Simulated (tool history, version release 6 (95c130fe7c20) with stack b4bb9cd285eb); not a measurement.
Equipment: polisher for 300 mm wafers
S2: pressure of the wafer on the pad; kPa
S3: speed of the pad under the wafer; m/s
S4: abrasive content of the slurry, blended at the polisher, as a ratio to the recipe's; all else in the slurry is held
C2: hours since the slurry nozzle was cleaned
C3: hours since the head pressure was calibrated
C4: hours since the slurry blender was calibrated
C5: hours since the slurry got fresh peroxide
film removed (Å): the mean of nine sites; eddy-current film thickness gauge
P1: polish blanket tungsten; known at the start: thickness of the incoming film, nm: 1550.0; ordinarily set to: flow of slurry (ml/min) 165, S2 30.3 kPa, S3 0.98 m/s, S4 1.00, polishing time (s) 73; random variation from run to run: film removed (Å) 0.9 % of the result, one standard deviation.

Run 1, hour 9.4: flow of slurry (ml/min) 165, S2 30.3 kPa, S3 0.98 m/s, S4 1.00, polishing time (s) 73; wafers polished on this pad 311; C2 174.6; C3 364.9; C4 298.1; C5 76.3. Result: film removed (Å) 3484.8.
Run 2, hour 23.7: flow of slurry (ml/min) 165, S2 44.8 kPa, S3 0.98 m/s, S4 1.00, polishing time (s) 73; wafers polished on this pad 499; C2 188.9; C3 379.2; C4 312.4; C5 90.6. Result: film removed (Å) 5274.2.
Run 3, hour 37.0: flow of slurry (ml/min) 165, S2 30.3 kPa, S3 0.98 m/s, S4 1.00, polishing time (s) 73; wafers polished on this pad 675; C2 202.2; C3 392.5; C4 325.7; C5 103.9. Result: film removed (Å) 3539.8.
Run 4, hour 47.8: flow of slurry (ml/min) 165, S2 30.3 kPa, S3 1.42 m/s, S4 1.00, polishing time (s) 73; wafers polished on this pad 817; C2 213.0; C3 403.3; C4 336.5; C5 114.7. Result: film removed (Å) 5108.1.
Run 5, hour 62.1: flow of slurry (ml/min) 100, S2 30.3 kPa, S3 0.98 m/s, S4 1.00, polishing time (s) 73; wafers polished on this pad 1006; C2 227.3; C3 417.6; C4 350.8; C5 129.0. Result: film removed (Å) 3223.2.
Run 6, hour 74.8: flow of slurry (ml/min) 165, S2 30.3 kPa, S3 0.98 m/s, S4 1.00, polishing time (s) 73; wafers polished on this pad 1173; C2 240.0; C3 430.3; C4 363.5; C5 141.7. Result: film removed (Å) 3540.1.
Run 7, hour 85.1: flow of slurry (ml/min) 165, S2 30.3 kPa, S3 0.98 m/s, S4 1.00, polishing time (s) 73; wafers polished on this pad 1309; C2 250.3; C3 440.6; C4 373.8; C5 152.0. Result: film removed (Å) 3490.9.
Run 8, hour 92.8: flow of slurry (ml/min) 220, S2 30.3 kPa, S3 0.98 m/s, S4 1.00, polishing time (s) 73; wafers polished on this pad 1411; C2 258.0; C3 448.3; C4 381.5; C5 159.7. Result: film removed (Å) 3773.4.
Run 9, hour 100.5: flow of slurry (ml/min) 165, S2 30.3 kPa, S3 0.98 m/s, S4 1.00, polishing time (s) 109; wafers polished on this pad 1513; C2 265.7; C3 456.0; C4 389.2; C5 167.4. Result: film removed (Å) 5200.0.
Run 10, hour 110.1: flow of slurry (ml/min) 165, S2 30.3 kPa, S3 0.98 m/s, S4 0.75, polishing time (s) 48; wafers polished on this pad 1639; C2 275.3; C3 465.6; C4 398.8; C5 177.0. Result: film removed (Å) 2161.0.
Run 11, hour 117.3: flow of slurry (ml/min) 165, S2 30.3 kPa, S3 0.66 m/s, S4 1.30, polishing time (s) 73; wafers polished on this pad 1734; C2 282.5; C3 472.8; C4 406.0; C5 184.2. Result: film removed (Å) 2513.1.
Run 12, hour 126.9: flow of slurry (ml/min) 165, S2 30.3 kPa, S3 0.62 m/s, S4 1.00, polishing time (s) 73; wafers polished on this pad 1861; C2 292.1; C3 482.4; C4 415.6; C5 193.8. Result: film removed (Å) 2259.5.
Run 13, hour 138.9: flow of slurry (ml/min) 165, S2 30.3 kPa, S3 0.98 m/s, S4 1.00, polishing time (s) 73; wafers polished on this pad 2019; C2 304.1; C3 494.4; C4 427.6; C5 205.8. Result: film removed (Å) 3526.6.
Run 14, hour 146.6: flow of slurry (ml/min) 165, S2 30.3 kPa, S3 0.98 m/s, S4 0.60, polishing time (s) 73; wafers polished on this pad 2121; C2 311.8; C3 502.1; C4 435.3; C5 213.5. Result: film removed (Å) 3178.4.
Run 15, hour 155.4: flow of slurry (ml/min) 165, S2 30.3 kPa, S3 0.98 m/s, S4 1.25, polishing time (s) 73; wafers polished on this pad 2237; C2 320.6; C3 510.9; C4 444.1; C5 222.3. Result: film removed (Å) 3704.6.
At hour 168.3: slurry blender recalibrated.
Run 16, hour 171.5: flow of slurry (ml/min) 165, S2 13.8 kPa, S3 0.98 m/s, S4 1.00, polishing time (s) 73; wafers polished on this pad 2449; C2 336.7; C3 527.0; C4 3.3; C5 238.4. Result: film removed (Å) 1594.5.
Run 17, hour 184.3: flow of slurry (ml/min) 165, S2 30.3 kPa, S3 0.54 m/s, S4 1.00, polishing time (s) 38; wafers polished on this pad 2618; C2 349.5; C3 539.8; C4 16.1; C5 251.2. Result: film removed (Å) 1023.2.
Run 18, hour 197.8: flow of slurry (ml/min) 165, S2 30.3 kPa, S3 0.98 m/s, S4 1.00, polishing time (s) 40; wafers polished on this pad 2796; C2 363.0; C3 553.3; C4 29.6; C5 264.7. Result: film removed (Å) 1929.8.
Run 19, hour 209.7: flow of slurry (ml/min) 165, S2 30.3 kPa, S3 0.98 m/s, S4 1.00, polishing time (s) 73; wafers polished on this pad 2954; C2 374.9; C3 565.2; C4 41.5; C5 276.6. Result: film removed (Å) 3551.0.
Run 20, hour 219.0: flow of slurry (ml/min) 165, S2 30.3 kPa, S3 0.98 m/s, S4 1.00, polishing time (s) 73; wafers polished on this pad 3076; C2 384.2; C3 574.5; C4 50.8; C5 285.9. Result: film removed (Å) 3407.1.

Expected results for the next run?
Run 21, hour 233.4: flow of slurry (ml/min) 165, S2 30.3 kPa, S3 0.98 m/s, S4 1.00, polishing time (s) 73; wafers polished on this pad 3266; C2 398.6; C3 588.9; C4 65.2; C5 300.3. Result: film removed (Å) ?.

film removed (Å): 3352.7
